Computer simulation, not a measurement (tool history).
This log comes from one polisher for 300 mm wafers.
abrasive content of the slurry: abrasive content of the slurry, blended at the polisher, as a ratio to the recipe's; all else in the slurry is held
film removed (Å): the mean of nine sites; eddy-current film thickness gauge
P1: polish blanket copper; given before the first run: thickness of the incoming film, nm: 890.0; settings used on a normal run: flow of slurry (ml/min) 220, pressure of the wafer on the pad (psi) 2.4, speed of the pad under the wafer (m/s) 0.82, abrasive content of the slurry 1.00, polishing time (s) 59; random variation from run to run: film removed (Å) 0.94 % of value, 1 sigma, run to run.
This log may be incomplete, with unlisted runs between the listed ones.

run,hour,flow of slurry (ml/min),pressure of the wafer on the pad (psi),speed of the pad under the wafer (m/s),abrasive content of the slurry,polishing time (s),wafers polished on this pad,hours since the slurry nozzle was cleaned,hours since the head pressure was calibrated,hours since the slurry blender was calibrated,film removed (Å)
1,8.8,220,2.4,0.82,1.00,59,749,302.2,225.5,50.1,1126.70
2,17.6,220,2.4,0.82,1.00,59,854,311.0,234.3,58.9,1130.10
# hour 19.1: head pressure recalibrated
3,26.7,320,2.4,0.82,1.00,59,963,320.1,7.7,68.0,1173.90
4,36.5,220,2.4,0.82,0.55,59,1080,329.9,17.5,77.8,999.99
5,49.1,220,2.4,0.82,1.50,59,1230,342.5,30.1,90.4,1241.50
6,61.4,220,2.4,0.82,1.00,59,1377,354.8,42.4,102.7,1150.20
7,71.9,220,3.3,0.82,0.50,59,1503,365.3,52.9,113.2,1334.20
# hour 76.6: slurry nozzle cleaned
8,79.7,220,2.4,0.50,1.00,59,1596,3.1,60.7,121.0,695.00
9,87.6,130,2.4,1.04,1.00,59,1690,11.0,68.6,128.9,1308.80
10,96.6,220,2.4,1.18,1.00,59,1798,20.0,77.6,137.9,1589.40
11,103.5,220,2.4,0.82,1.00,29,1880,26.9,84.5,144.8,551.56
12,115.6,220,2.4,0.82,1.00,59,2025,39.0,96.6,156.9,1134.20
13,124.4,220,1.3,0.82,1.00,59,2130,47.8,105.4,165.7,616.51
14,134.0,220,2.4,0.82,1.00,59,2244,57.4,115.0,175.3,1106.50
15,146.2,220,2.4,0.82,1.00,79,2390,69.6,127.2,187.5,1514.00
16,156.2,220,2.4,0.82,1.00,59,2510,79.6,137.2,197.5,1108.20
17,167.4,130,2.4,0.82,1.00,59,2643,90.8,148.4,208.7,1027.70
18,177.3,220,3.4,0.82,1.00,59,2762,100.7,158.3,218.6,1621.90
19,188.9,220,2.4,0.82,1.00,59,2900,112.3,169.9,230.2,1136.80
20,200.9,220,2.4,0.82,1.00,59,3043,124.3,181.9,242.2,1117.90
21,211.1,220,2.4,0.82,1.00,59,3165,134.5,192.1,252.4,1089.80
# hour 219.7: slurry blender recalibrated
22,221.7,220,2.4,0.82,1.00,59,3292,145.1,202.7,2.1,1077.70
23,233.5,220,2.4,0.82,1.00,59,3433,156.9,214.5,13.9,1081.40
24,240.6,220,2.4,0.82,1.00,59,3518,164.0,221.6,21.0,1073.90
# hour 249.4: worn pad replaced by a new one
25,249.9,220,2.4,0.82,1.00,59,6,173.3,230.9,30.3,1073.80
26,261.5,220,2.4,0.82,1.00,59,145,184.9,242.5,41.9,1074.70
27,272.2,220,2.4,0.82,1.00,59,273,195.6,253.2,52.6,1074.30

P1 has crept away from where it was. The log is fitted equally well by each of these 2 causes, at the sizes shown:
A: head's pressure below its setpoint, % = 5.67
B: slurry flow missing at the pad, % = 32.8
Creep in the process output first set in at about hour 188.9.
Why every other cause is out:
removal rate lost through wear of the pad, %: serviced after onset, at hour 249.4, with no recovery of the prior output
abrasive missing from the slurry, %: serviced after onset, at hour 219.7, with no recovery of the prior output

Which of the 4 check runs listed below, each an average over 5 wafers with its results shown as question marks, gives clearly different results under the different listed causes?
check 1,282.9,220,3.4,0.82,1.00,59,,,,,?
check 2,282.9,220,2.4,1.16,1.20,59,,,,,?
check 3,282.9,140,2.4,0.82,1.00,31,,,,,?
check 4,282.9,220,1.4,0.62,1.00,59,,,,,?

Expected result of each check under each candidate cause:
check,result,if A,if B
check 1,film removed (Å),1512.10,1512.30
check 2,film removed (Å),1570.80,1571.00
check 3,film removed (Å),523.94,508.55
check 4,film removed (Å),470.78,470.83
Per check, the gap between the least separated pair of causes, taken in the result that splits them most: check 1 0.01 %; check 2 0.01 %; check 3 2.98 %; check 4 0.01 %
Check 3 tells the causes apart: in the others they would give nearly the same result.

The results of check 3 are: film removed (Å) 521.75. Based on these, which of the listed causes is it?

It is A: head's pressure below its setpoint, %.

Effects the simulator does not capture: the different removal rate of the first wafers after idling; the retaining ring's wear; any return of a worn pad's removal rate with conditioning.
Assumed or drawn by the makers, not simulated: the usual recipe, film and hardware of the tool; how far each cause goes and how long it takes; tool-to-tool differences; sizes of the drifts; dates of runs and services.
